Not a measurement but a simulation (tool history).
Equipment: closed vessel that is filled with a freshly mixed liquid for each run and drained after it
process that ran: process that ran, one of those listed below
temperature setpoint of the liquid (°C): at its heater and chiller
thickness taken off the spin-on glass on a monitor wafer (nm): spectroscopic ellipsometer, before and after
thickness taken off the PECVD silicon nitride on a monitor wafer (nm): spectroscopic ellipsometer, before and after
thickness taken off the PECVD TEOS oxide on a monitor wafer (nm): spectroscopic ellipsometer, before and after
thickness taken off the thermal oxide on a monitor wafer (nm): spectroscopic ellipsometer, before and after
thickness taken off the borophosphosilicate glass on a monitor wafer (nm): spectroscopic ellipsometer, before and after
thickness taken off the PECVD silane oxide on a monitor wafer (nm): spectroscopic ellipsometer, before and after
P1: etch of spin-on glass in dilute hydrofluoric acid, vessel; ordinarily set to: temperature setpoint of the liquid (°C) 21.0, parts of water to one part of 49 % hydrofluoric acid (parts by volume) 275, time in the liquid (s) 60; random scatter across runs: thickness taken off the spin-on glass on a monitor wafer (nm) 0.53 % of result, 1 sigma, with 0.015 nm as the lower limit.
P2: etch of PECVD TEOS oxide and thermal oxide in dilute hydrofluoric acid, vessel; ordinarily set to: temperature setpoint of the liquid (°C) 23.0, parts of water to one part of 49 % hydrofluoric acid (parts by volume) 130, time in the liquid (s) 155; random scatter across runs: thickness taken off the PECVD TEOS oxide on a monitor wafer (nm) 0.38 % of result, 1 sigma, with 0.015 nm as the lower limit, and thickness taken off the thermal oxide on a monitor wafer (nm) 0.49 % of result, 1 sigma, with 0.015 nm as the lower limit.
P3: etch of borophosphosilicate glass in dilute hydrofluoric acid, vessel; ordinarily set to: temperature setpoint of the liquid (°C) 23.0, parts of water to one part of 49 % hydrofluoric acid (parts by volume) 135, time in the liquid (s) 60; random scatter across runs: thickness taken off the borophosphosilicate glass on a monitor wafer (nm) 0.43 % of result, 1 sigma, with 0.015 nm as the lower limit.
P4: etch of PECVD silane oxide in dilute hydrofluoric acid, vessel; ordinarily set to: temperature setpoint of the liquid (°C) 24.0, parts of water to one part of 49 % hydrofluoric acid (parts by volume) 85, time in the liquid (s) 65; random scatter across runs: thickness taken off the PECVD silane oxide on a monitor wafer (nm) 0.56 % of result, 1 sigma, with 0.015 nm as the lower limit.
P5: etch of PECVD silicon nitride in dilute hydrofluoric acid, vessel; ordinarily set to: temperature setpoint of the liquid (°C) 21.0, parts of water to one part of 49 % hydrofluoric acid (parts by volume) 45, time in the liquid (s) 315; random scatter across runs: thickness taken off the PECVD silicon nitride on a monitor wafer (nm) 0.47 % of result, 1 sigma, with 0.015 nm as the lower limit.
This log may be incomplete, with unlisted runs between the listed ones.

run,hour,process that ran,temperature setpoint of the liquid (°C),parts of water to one part of 49 % hydrofluoric acid (parts by volume),time in the liquid (s),hours since the thermometer was replaced,hours since the hydrofluoric acid flow meter was replaced,thickness taken off the spin-on glass on a monitor wafer (nm),thickness taken off the PECVD silicon nitride on a monitor wafer (nm),thickness taken off the PECVD TEOS oxide on a monitor wafer (nm),thickness taken off the thermal oxide on a monitor wafer (nm),thickness taken off the borophosphosilicate glass on a monitor wafer (nm),thickness taken off the PECVD silane oxide on a monitor wafer (nm)
1,14.6,P1,21.0,275,60,452.2,248.3,10.9750,,,,,
2,28.4,P5,21.0,45,315,466.0,262.1,,22.272,,,,
3,44.8,P5,21.0,45,465,482.4,278.5,,32.598,,,,
4,59.7,P1,17.0,275,60,497.3,293.4,9.4462,,,,,
5,69.3,P1,21.0,275,90,506.9,303.0,16.3640,,,,,
6,81.0,P2,23.0,130,155,518.6,314.7,,,13.3940,5.1684,,
7,94.7,P3,23.0,135,30,532.3,328.4,,,,,7.6832,
8,106.9,P5,21.0,45,315,544.5,340.6,,22.121,,,,
9,117.0,P1,21.0,275,60,554.6,350.7,11.0140,,,,,
10,132.5,P2,28.0,130,155,570.1,366.2,,,16.3220,6.2336,,
11,149.3,P1,27.5,275,60,586.9,383.0,13.7430,,,,,
12,159.2,P3,23.0,80,60,596.8,392.9,,,,,27.5150,
13,171.6,P4,24.0,85,105,609.2,405.3,,,,,,52.310
14,186.1,P4,24.0,35,65,623.7,419.8,,,,,,83.746
15,194.6,P1,21.0,275,30,632.2,428.3,5.4651,,,,,
16,207.4,P1,21.0,275,60,645.0,441.1,10.8900,,,,,
17,222.9,P2,23.0,130,60,660.5,456.6,,,5.2222,2.0281,,
18,238.2,P1,17.5,275,30,675.8,471.9,4.8097,,,,,
19,252.0,P3,23.0,135,60,689.6,485.7,,,,,15.3510,
20,260.5,P1,26.5,275,30,698.1,494.2,6.6276,,,,,
21,271.4,P4,24.0,85,65,709.0,505.1,,,,,,32.261
22,288.2,P3,17.0,135,60,725.8,521.9,,,,,12.0770,
23,299.1,P1,21.0,275,60,736.7,532.8,10.9430,,,,,
24,307.2,P4,29.0,85,65,744.8,540.9,,,,,,39.187
25,322.6,P1,21.0,130,60,760.2,556.3,26.8060,,,,,
26,330.4,P1,21.0,275,60,768.0,564.1,10.9860,,,,,
27,341.8,P1,21.0,415,60,779.4,575.5,6.4269,,,,,
28,358.1,P2,23.0,195,155,795.7,591.8,,,8.3443,3.2016,,
29,371.4,P5,17.0,45,315,809.0,605.1,,16.865,,,,
30,381.1,P5,21.0,75,315,818.7,614.8,,13.485,,,,
31,389.3,P1,21.0,275,60,826.9,623.0,10.9940,,,,,
32,403.9,P1,24.5,125,60,841.5,637.6,32.2310,,,,,
33,419.9,P1,21.0,275,60,857.5,653.6,11.0640,,,,,
34,434.2,P1,21.0,275,60,871.8,667.9,11.3120,,,,,
35,449.8,P1,21.0,275,60,887.4,683.5,11.3200,,,,,
36,462.7,P1,21.0,275,60,900.3,696.4,11.4040,,,,,

Run 37 is up next; what results do you expect?
37,473.0,P1,21.0,275,60,910.6,706.7,?,,,,,

{"run 37": {"thickness taken off the spin-on glass on a monitor wafer (nm)": 11.55}}
